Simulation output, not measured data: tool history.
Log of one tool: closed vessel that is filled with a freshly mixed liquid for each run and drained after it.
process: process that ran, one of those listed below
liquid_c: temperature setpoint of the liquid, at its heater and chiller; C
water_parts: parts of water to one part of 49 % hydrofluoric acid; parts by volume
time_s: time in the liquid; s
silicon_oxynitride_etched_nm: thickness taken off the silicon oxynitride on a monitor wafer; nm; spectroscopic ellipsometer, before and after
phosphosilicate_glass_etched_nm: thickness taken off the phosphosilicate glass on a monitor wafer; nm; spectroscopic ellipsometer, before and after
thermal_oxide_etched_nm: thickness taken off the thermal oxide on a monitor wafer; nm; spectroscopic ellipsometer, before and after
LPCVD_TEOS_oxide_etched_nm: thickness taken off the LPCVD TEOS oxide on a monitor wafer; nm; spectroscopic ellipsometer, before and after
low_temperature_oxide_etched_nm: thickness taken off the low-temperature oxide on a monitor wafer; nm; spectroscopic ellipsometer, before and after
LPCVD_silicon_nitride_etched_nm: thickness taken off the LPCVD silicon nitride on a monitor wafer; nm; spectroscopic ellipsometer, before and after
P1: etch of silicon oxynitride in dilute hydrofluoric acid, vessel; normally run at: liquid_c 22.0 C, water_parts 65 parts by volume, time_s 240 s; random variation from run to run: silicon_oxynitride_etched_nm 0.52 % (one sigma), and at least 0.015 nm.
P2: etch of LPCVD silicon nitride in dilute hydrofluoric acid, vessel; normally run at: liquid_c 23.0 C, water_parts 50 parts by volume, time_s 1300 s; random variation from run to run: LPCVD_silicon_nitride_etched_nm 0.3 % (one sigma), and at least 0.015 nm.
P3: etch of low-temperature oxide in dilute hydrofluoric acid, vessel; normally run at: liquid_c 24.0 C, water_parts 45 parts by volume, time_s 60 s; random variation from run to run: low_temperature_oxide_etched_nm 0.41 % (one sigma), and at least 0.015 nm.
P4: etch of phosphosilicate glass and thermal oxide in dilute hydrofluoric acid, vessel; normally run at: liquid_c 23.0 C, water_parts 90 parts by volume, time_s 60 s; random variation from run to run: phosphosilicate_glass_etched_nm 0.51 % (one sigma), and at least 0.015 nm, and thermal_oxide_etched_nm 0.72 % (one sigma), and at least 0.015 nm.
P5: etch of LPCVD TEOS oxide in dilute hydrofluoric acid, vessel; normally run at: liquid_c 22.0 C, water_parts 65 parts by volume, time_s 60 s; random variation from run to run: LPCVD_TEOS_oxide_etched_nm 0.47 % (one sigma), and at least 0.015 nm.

| run | hour | process | liquid_c | water_parts | time_s | silicon_oxynitride_etched_nm | phosphosilicate_glass_etched_nm | thermal_oxide_etched_nm | LPCVD_TEOS_oxide_etched_nm | low_temperature_oxide_etched_nm | LPCVD_silicon_nitride_etched_nm |
|---|---|---|---|---|---|---|---|---|---|---|---|
| 1 | 9.3 | P1 | 22.0 | 65 | 240 | 5.3503 |  |  |  |  |  |
| 2 | 26.6 | P1 | 22.0 | 65 | 240 | 5.3788 |  |  |  |  |  |
| 3 | 38.4 | P1 | 26.5 | 65 | 120 | 3.3246 |  |  |  |  |  |
| 4 | 54.6 | P4 | 18.0 | 90 | 60 |  | 75.647 | 2.5225 |  |  |  |
| 5 | 72.1 | P5 | 17.0 | 65 | 60 |  |  |  | 12.390 |  |  |
| 6 | 85.3 | P3 | 17.0 | 45 | 60 |  |  |  |  | 26.562 |  |
| 7 | 97.5 | P1 | 28.5 | 65 | 240 | 7.2982 |  |  |  |  |  |
| 8 | 108.8 | P1 | 22.0 | 25 | 240 | 14.2550 |  |  |  |  |  |
| 9 | 125.6 | P1 | 22.0 | 65 | 240 | 5.3358 |  |  |  |  |  |
| 10 | 141.8 | P4 | 23.0 | 90 | 35 |  | 53.639 | 1.8647 |  |  |  |
| 11 | 155.2 | P2 | 23.0 | 50 | 275 |  |  |  |  |  | 2.6383 |
| 12 | 171.3 | P1 | 22.0 | 65 | 240 | 5.3484 |  |  |  |  |  |
| 13 | 189.4 | P1 | 22.0 | 65 | 105 | 2.3288 |  |  |  |  |  |
| 14 | 202.8 | P1 | 22.0 | 90 | 240 | 3.7903 |  |  |  |  |  |
| 15 | 214.8 | P4 | 23.0 | 90 | 60 |  | 92.801 | 3.1018 |  |  |  |
| 16 | 227.1 | P3 | 24.0 | 45 | 60 |  |  |  |  | 35.595 |  |
| 17 | 241.8 | P5 | 22.0 | 65 | 60 |  |  |  | 15.032 |  |  |
| 18 | 249.8 | P5 | 22.0 | 25 | 60 |  |  |  | 41.251 |  |  |
| 19 | 257.9 | P4 | 23.0 | 90 | 60 |  | 92.627 | 3.1460 |  |  |  |
| 20 | 270.8 | P1 | 22.0 | 20 | 105 | 7.7770 |  |  |  |  |  |
| 21 | 288.2 | P1 | 22.0 | 65 | 420 | 9.4009 |  |  |  |  |  |

The next listed run, before its measurement:
| 22 | 299.8 | P4 | 23.0 | 25 | 60 |  | ? | ? |  |  |  |

Run 22 gave phosphosilicate_glass_etched_nm 366.800 nm, thermal_oxide_etched_nm 12.1330 nm.
